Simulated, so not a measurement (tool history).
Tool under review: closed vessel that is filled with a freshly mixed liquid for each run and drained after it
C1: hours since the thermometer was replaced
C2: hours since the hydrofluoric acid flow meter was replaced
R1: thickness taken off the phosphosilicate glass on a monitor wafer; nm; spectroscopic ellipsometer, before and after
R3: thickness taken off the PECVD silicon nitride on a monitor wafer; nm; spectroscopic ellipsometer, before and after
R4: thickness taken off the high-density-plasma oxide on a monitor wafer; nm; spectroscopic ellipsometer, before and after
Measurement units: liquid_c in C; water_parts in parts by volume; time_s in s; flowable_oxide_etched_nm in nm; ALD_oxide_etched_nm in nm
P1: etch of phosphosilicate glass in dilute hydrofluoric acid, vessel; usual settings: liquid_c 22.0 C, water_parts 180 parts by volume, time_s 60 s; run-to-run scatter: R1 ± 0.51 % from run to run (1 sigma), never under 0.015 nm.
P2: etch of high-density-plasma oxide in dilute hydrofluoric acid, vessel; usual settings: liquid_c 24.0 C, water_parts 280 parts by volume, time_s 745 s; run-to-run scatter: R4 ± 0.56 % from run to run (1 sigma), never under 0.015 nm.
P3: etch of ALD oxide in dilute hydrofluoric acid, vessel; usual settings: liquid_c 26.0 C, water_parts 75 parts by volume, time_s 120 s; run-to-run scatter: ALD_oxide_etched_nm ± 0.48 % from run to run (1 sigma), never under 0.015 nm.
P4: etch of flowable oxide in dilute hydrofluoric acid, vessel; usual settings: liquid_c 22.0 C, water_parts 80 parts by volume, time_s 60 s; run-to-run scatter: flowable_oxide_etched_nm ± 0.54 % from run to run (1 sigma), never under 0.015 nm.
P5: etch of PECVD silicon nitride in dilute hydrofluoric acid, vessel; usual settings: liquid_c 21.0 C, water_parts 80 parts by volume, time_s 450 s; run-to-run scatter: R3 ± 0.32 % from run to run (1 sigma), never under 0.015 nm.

Run 1, hour 10.7: process P1, liquid_c 22.0 C, water_parts 180 parts by volume, time_s 60 s; C1 1038.3; C2 117.8. Result: R1 57.138 nm.
Run 2, hour 21.4: process P1, liquid_c 18.5 C, water_parts 180 parts by volume, time_s 60 s; C1 1049.0; C2 128.5. Result: R1 49.291 nm.
Run 3, hour 30.1: process P4, liquid_c 22.0 C, water_parts 80 parts by volume, time_s 95 s; C1 1057.7; C2 137.2. Result: flowable_oxide_etched_nm 58.674 nm.
Run 4, hour 39.9: process P4, liquid_c 22.0 C, water_parts 80 parts by volume, time_s 60 s; C1 1067.5; C2 147.0. Result: flowable_oxide_etched_nm 36.835 nm.
Run 5, hour 49.2: process P5, liquid_c 21.0 C, water_parts 80 parts by volume, time_s 30 s; C1 1076.8; C2 156.3. Result: R3 1.0385 nm.
At hour 52.6: hydrofluoric acid flow meter replaced.
Run 6, hour 58.9: process P1, liquid_c 22.0 C, water_parts 295 parts by volume, time_s 60 s; C1 1086.5; C2 6.3. Result: R1 30.766 nm.
Run 7, hour 63.7: process P2, liquid_c 24.0 C, water_parts 280 parts by volume, time_s 745 s; C1 1091.3; C2 11.1. Result: R4 14.788 nm.
Run 8, hour 69.7: process P5, liquid_c 21.0 C, water_parts 30 parts by volume, time_s 450 s; C1 1097.3; C2 17.1. Result: R3 40.9200 nm.
Run 9, hour 80.3: process P5, liquid_c 21.0 C, water_parts 80 parts by volume, time_s 450 s; C1 1107.9; C2 27.7. Result: R3 15.6330 nm.
Run 10, hour 88.7: process P3, liquid_c 26.0 C, water_parts 75 parts by volume, time_s 120 s; C1 1116.3; C2 36.1. Result: ALD_oxide_etched_nm 30.939 nm.
Run 11, hour 97.5: process P4, liquid_c 22.0 C, water_parts 135 parts by volume, time_s 60 s; C1 1125.1; C2 44.9. Result: flowable_oxide_etched_nm 20.444 nm.
Run 12, hour 104.3: process P5, liquid_c 26.5 C, water_parts 80 parts by volume, time_s 450 s; C1 1131.9; C2 51.7. Result: R3 22.5020 nm.
Run 13, hour 112.2: process P4, liquid_c 28.5 C, water_parts 80 parts by volume, time_s 60 s; C1 1139.8; C2 59.6. Result: flowable_oxide_etched_nm 47.664 nm.
Run 14, hour 119.7: process P1, liquid_c 22.0 C, water_parts 180 parts by volume, time_s 60 s; C1 1147.3; C2 67.1. Result: R1 56.765 nm.
Run 15, hour 129.0: process P1, liquid_c 22.0 C, water_parts 65 parts by volume, time_s 60 s; C1 1156.6; C2 76.4. Result: R1 178.030 nm.
Run 16, hour 138.1: process P2, liquid_c 31.0 C, water_parts 280 parts by volume, time_s 745 s; C1 1165.7; C2 85.5. Result: R4 18.248 nm.
Run 17, hour 143.4: process P1, liquid_c 22.0 C, water_parts 180 parts by volume, time_s 95 s; C1 1171.0; C2 90.8. Result: R1 89.374 nm.
At hour 149.0: thermometer replaced.
Run 18, hour 153.1: process P5, liquid_c 21.0 C, water_parts 80 parts by volume, time_s 450 s; C1 4.1; C2 100.5. Result: R3 15.6350 nm.
Run 19, hour 158.4: process P3, liquid_c 26.0 C, water_parts 110 parts by volume, time_s 120 s; C1 9.4; C2 105.8. Result: ALD_oxide_etched_nm 20.301 nm.
Run 20, hour 164.4: process P2, liquid_c 24.0 C, water_parts 280 parts by volume, time_s 1455 s; C1 15.4; C2 111.8. Result: R4 28.563 nm.
Run 21, hour 175.1: process P1, liquid_c 22.0 C, water_parts 180 parts by volume, time_s 60 s; C1 26.1; C2 122.5. Result: R1 56.520 nm.
Run 22, hour 183.2: process P1, liquid_c 22.0 C, water_parts 180 parts by volume, time_s 30 s; C1 34.2; C2 130.6. Result: R1 28.492 nm.
Run 23, hour 192.8: process P1, liquid_c 30.0 C, water_parts 310 parts by volume, time_s 60 s; C1 43.8; C2 140.2. Result: R1 37.927 nm.
Run 24, hour 202.4: process P3, liquid_c 33.5 C, water_parts 75 parts by volume, time_s 120 s; C1 53.4; C2 149.8. Result: ALD_oxide_etched_nm 41.622 nm.
Run 25, hour 212.6: process P2, liquid_c 24.0 C, water_parts 60 parts by volume, time_s 745 s; C1 63.6; C2 160.0. Result: R4 87.514 nm.
Run 26, hour 222.9: process P3, liquid_c 26.0 C, water_parts 75 parts by volume, time_s 195 s; C1 73.9; C2 170.3. Result: ALD_oxide_etched_nm 50.502 nm.
Run 27, hour 232.0: process P1, liquid_c 30.0 C, water_parts 180 parts by volume, time_s 60 s; C1 83.0; C2 179.4. Result: R1 75.989 nm.
Run 28, hour 240.5: process P1, liquid_c 22.0 C, water_parts 180 parts by volume, time_s 60 s; C1 91.5; C2 187.9. Result: R1 57.377 nm.
Run 29, hour 246.0: process P1, liquid_c 22.0 C, water_parts 180 parts by volume, time_s 60 s; C1 97.0; C2 193.4. Result: R1 56.705 nm.
Run 30, hour 250.8: process P1, liquid_c 22.0 C, water_parts 180 parts by volume, time_s 60 s; C1 101.8; C2 198.2. Result: R1 56.770 nm.
Run 31, hour 256.5: process P1, liquid_c 22.0 C, water_parts 180 parts by volume, time_s 60 s; C1 107.5; C2 203.9. Result: R1 56.570 nm.
Run 32, hour 265.2: process P1, liquid_c 22.0 C, water_parts 180 parts by volume, time_s 60 s; C1 116.2; C2 212.6. Result: R1 58.427 nm.
Run 33, hour 270.5: process P1, liquid_c 22.0 C, water_parts 180 parts by volume, time_s 60 s; C1 121.5; C2 217.9. Result: R1 59.891 nm.
Run 34, hour 276.1: process P1, liquid_c 22.0 C, water_parts 180 parts by volume, time_s 60 s; C1 127.1; C2 223.5. Result: R1 60.580 nm.
Run 35, hour 282.9: process P1, liquid_c 22.0 C, water_parts 180 parts by volume, time_s 60 s; C1 133.9; C2 230.3. Result: R1 61.046 nm.
Run 36, hour 292.8: process P1, liquid_c 22.0 C, water_parts 180 parts by volume, time_s 60 s; C1 143.8; C2 240.2. Result: R1 60.574 nm.
Run 37, hour 301.8: process P1, liquid_c 22.0 C, water_parts 180 parts by volume, time_s 60 s; C1 152.8; C2 249.2. Result: R1 61.353 nm.
Run 38, hour 311.5: process P1, liquid_c 22.0 C, water_parts 180 parts by volume, time_s 60 s; C1 162.5; C2 258.9. Result: R1 61.543 nm.
Run 39, hour 318.3: process P1, liquid_c 22.0 C, water_parts 180 parts by volume, time_s 60 s; C1 169.3; C2 265.7. Result: R1 62.103 nm.

Something has made what P1 gives creep away from where it was; the 2 causes below, each at its own stated size, fit the log equally well:
A: liquid hotter than its thermometer reads (K) = 2.28
B: hydrofluoric acid flow above the setpoint (%) = 7.55
The gradual shift began around hour 256.5.

Consider the 4 single-wafer check runs listed below, results given as question marks: which one distinguishes between the causes by giving clearly different results for each?
Run check 1, hour 325.1: process P5, liquid_c 21.0 C, water_parts 80 parts by volume, time_s 450 s. Result: R3 ?.
Run check 2, hour 325.1: process P3, liquid_c 26.0 C, water_parts 75 parts by volume, time_s 120 s. Result: ALD_oxide_etched_nm ?.
Run check 3, hour 325.1: process P4, liquid_c 22.0 C, water_parts 80 parts by volume, time_s 60 s. Result: flowable_oxide_etched_nm ?.
Run check 4, hour 325.1: process P2, liquid_c 24.0 C, water_parts 280 parts by volume, time_s 745 s. Result: R4 ?.

Outcome of each check run for each possible cause:
  check                    result     if A     if B
check 1                        R3  18.2570  16.8100
check 2       ALD_oxide_etched_nm   34.064   33.732
check 3  flowable_oxide_etched_nm   40.356   39.846
check 4                        R4   15.807   16.021
Separation of the two closest causes in each check, using whichever result separates them best: check 1 8.26 %; check 2 0.98 %; check 3 1.27 %; check 4 1.34 %
Of the check runs offered, only check 1 discriminates between the causes; the rest would read about the same regardless of which cause applies.

Check 1 was then run and gave: R3 18.1420 nm. Which cause is it?

It was cause A: liquid hotter than its thermometer reads (K).
